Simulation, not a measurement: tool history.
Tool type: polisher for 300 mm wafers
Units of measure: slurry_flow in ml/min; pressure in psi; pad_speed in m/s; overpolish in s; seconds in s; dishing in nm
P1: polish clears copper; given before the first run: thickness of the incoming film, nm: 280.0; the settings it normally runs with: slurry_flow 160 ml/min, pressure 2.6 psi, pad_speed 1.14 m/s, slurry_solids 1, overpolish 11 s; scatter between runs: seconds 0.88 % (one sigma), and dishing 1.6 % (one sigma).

run	hour	slurry_flow	pressure	pad_speed	slurry_solids	overpolish	wafers polished on this pad	hours since the slurry nozzle was cleaned	hours since the head pressure was calibrated	hours since the slurry blender was calibrated	seconds	dishing
1	8.8	160	2.6	1.14	1	11	816	146.8	207.6	101.7	109.09	19.201
2	15.5	160	2.6	1.14	1	11	859	153.5	214.3	108.4	108.67	19.1
3	25.1	160	2.6	1.14	0.65	11	920	163.1	223.9	118	118.81	17.778
4	30.5	160	1.2	1.14	1	11	955	168.5	229.3	123.4	239.55	9.3941
5	36.1	160	2.6	1.14	1	11	990	174.1	234.9	129	110.48	19.456
6	42	95	2.6	1.14	1	11	1028	180	240.8	134.9	122.17	17.186
7	52.1	160	2.6	1.14	1	23	1092	190.1	250.9	145	110.25	33.123
8	61.9	160	2.6	1.14	0.65	16	1155	199.9	260.7	154.8	119.56	23.604
9	71.9	160	2.6	1.14	1	11	1219	209.9	270.7	164.8	109.28	19.163
10	77.8	160	2.6	1.14	1	11	1256	215.8	276.6	170.7	109.23	19.363
# hour 78.8: worn pad replaced by a new one
11	84.7	210	2.6	1.14	1	11	38	222.7	283.5	177.6	106.3	19.401
12	95.8	160	2.6	1.8	1	11	109	233.8	294.6	188.7	68.095	27.037
13	105	160	2.6	1.14	1.25	11	167	243	303.8	197.9	104.25	20.351

Predict the results of run 14:
14	110.8	160	2.6	1.14	1	3	204	248.8	309.6	203.7	?	?

{"run 14": {"seconds": 107.37, "dishing": 5.737}}

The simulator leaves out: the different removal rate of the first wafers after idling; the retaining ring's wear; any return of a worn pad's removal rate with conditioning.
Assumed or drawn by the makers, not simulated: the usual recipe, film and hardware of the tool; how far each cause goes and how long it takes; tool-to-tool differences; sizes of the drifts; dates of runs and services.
